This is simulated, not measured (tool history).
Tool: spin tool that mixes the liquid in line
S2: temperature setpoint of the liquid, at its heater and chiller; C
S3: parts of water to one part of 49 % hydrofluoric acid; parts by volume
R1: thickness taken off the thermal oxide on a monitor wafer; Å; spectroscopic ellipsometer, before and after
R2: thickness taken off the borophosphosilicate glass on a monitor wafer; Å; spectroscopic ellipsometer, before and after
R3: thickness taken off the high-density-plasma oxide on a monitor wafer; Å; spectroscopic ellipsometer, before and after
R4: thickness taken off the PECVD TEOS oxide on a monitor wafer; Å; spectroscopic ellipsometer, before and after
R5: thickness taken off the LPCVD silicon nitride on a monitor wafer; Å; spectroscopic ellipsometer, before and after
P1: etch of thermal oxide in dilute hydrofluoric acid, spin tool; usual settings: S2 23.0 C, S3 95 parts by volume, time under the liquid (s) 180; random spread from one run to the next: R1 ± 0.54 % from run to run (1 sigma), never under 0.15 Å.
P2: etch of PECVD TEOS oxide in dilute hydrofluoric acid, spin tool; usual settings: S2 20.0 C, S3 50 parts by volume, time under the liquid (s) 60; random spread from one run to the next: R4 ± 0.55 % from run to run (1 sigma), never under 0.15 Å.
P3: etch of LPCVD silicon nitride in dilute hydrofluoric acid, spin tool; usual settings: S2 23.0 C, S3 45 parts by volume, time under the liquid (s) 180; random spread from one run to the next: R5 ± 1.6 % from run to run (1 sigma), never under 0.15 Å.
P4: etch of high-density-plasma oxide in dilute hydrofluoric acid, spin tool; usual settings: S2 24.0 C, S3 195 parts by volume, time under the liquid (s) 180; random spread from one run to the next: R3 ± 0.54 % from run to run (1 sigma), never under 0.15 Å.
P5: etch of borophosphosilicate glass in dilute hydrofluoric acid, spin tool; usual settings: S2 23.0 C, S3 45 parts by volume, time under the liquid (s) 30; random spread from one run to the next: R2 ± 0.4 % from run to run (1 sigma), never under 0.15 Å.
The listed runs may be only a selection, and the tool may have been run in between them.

run 1 day=0.246 | process_that_ran=P1 S2=23.0 S3=95 time_under_the_liquid_(s)=180 | R1=90.063
run 2 day=0.479 | process_that_ran=P5 S2=23.0 S3=20 time_under_the_liquid_(s)=30 | R2=420.54
run 3 day=0.712 | process_that_ran=P4 S2=24.0 S3=195 time_under_the_liquid_(s)=180 | R3=41.952
run 4 day=0.929 | process_that_ran=P2 S2=20.0 S3=50 time_under_the_liquid_(s)=60 | R4=168.36
run 5 day=1.075 | process_that_ran=P2 S2=20.0 S3=50 time_under_the_liquid_(s)=60 | R4=168.28
run 6 day=1.254 | process_that_ran=P1 S2=23.0 S3=95 time_under_the_liquid_(s)=85 | R1=42.686
run 7 day=1.550 | process_that_ran=P1 S2=23.0 S3=95 time_under_the_liquid_(s)=180 | R1=89.610
run 8 day=1.696 | process_that_ran=P3 S2=23.0 S3=45 time_under_the_liquid_(s)=180 | R5=17.141
run 9 day=1.888 | process_that_ran=P4 S2=29.5 S3=195 time_under_the_liquid_(s)=180 | R3=51.115
run 10 day=2.142 | process_that_ran=P1 S2=23.0 S3=95 time_under_the_liquid_(s)=325 | R1=161.390
run 11 day=2.438 | process_that_ran=P3 S2=23.0 S3=45 time_under_the_liquid_(s)=270 | R5=25.178
run 12 day=2.671 | process_that_ran=P3 S2=23.0 S3=70 time_under_the_liquid_(s)=180 | R5=10.993
run 13 day=2.833 | process_that_ran=P1 S2=23.0 S3=60 time_under_the_liquid_(s)=180 | R1=147.270
run 14 day=3.038 | process_that_ran=P4 S2=24.0 S3=55 time_under_the_liquid_(s)=180 | R3=174.400
run 15 day=3.200 | process_that_ran=P4 S2=24.0 S3=195 time_under_the_liquid_(s)=355 | R3=82.507
run 16 day=3.392 | process_that_ran=P1 S2=31.5 S3=95 time_under_the_liquid_(s)=180 | R1=125.240
run 17 day=3.617 | process_that_ran=P5 S2=23.0 S3=45 time_under_the_liquid_(s)=30 | R2=180.95
run 18 day=3.912 | process_that_ran=P5 S2=30.5 S3=45 time_under_the_liquid_(s)=30 | R2=244.40
run 19 day=4.129 | process_that_ran=P1 S2=19.0 S3=95 time_under_the_liquid_(s)=345 | R1=146.220
run 20 day=4.262 | process_that_ran=P1 S2=23.0 S3=95 time_under_the_liquid_(s)=180 | R1=90.197
run 21 day=4.458 | process_that_ran=P1 S2=23.0 S3=95 time_under_the_liquid_(s)=180 | R1=89.784
run 22 day=4.754 | process_that_ran=P3 S2=27.5 S3=45 time_under_the_liquid_(s)=180 | R5=23.012
run 23 day=5.025 | process_that_ran=P1 S2=23.0 S3=95 time_under_the_liquid_(s)=180 | R1=90.300
run 24 day=5.292 | process_that_ran=P1 S2=23.0 S3=170 time_under_the_liquid_(s)=90 | R1=23.138
run 25 day=5.467 | process_that_ran=P1 S2=23.0 S3=150 time_under_the_liquid_(s)=180 | R1=53.389
run 26 day=5.600 | process_that_ran=P2 S2=20.0 S3=50 time_under_the_liquid_(s)=25 | R4=68.87
run 27 day=5.833 | process_that_ran=P5 S2=23.0 S3=45 time_under_the_liquid_(s)=50 | R2=303.76
run 28 day=5.988 | process_that_ran=P2 S2=20.0 S3=20 time_under_the_liquid_(s)=60 | R4=435.53
run 29 day=6.150 | process_that_ran=P1 S2=17.0 S3=95 time_under_the_liquid_(s)=180 | R1=69.405
run 30 day=6.312 | process_that_ran=P1 S2=23.0 S3=95 time_under_the_liquid_(s)=180 | R1=89.297
run 31 day=6.571 | process_that_ran=P1 S2=19.5 S3=95 time_under_the_liquid_(s)=330 | R1=143.580
run 32 day=6.858 | process_that_ran=P4 S2=24.0 S3=195 time_under_the_liquid_(s)=180 | R3=42.157
run 33 day=7.050 | process_that_ran=P2 S2=27.5 S3=50 time_under_the_liquid_(s)=60 | R4=228.43
run 34 day=7.267 | process_that_ran=P1 S2=23.0 S3=95 time_under_the_liquid_(s)=180 | R1=89.830
run 35 day=7.562 | process_that_ran=P1 S2=23.0 S3=95 time_under_the_liquid_(s)=180 | R1=90.266
run 36 day=7.842 | process_that_ran=P1 S2=23.0 S3=95 time_under_the_liquid_(s)=180 | R1=86.549
run 37 day=8.025 | process_that_ran=P1 S2=23.0 S3=95 time_under_the_liquid_(s)=180 | R1=85.424
run 38 day=8.262 | process_that_ran=P1 S2=23.0 S3=95 time_under_the_liquid_(s)=180 | R1=84.087

What will run 39 give?
run 39 day=8.517 | process_that_ran=P1 S2=23.0 S3=95 time_under_the_liquid_(s)=180 | R1=?

Run 39 yielded R1 83.184 Å.

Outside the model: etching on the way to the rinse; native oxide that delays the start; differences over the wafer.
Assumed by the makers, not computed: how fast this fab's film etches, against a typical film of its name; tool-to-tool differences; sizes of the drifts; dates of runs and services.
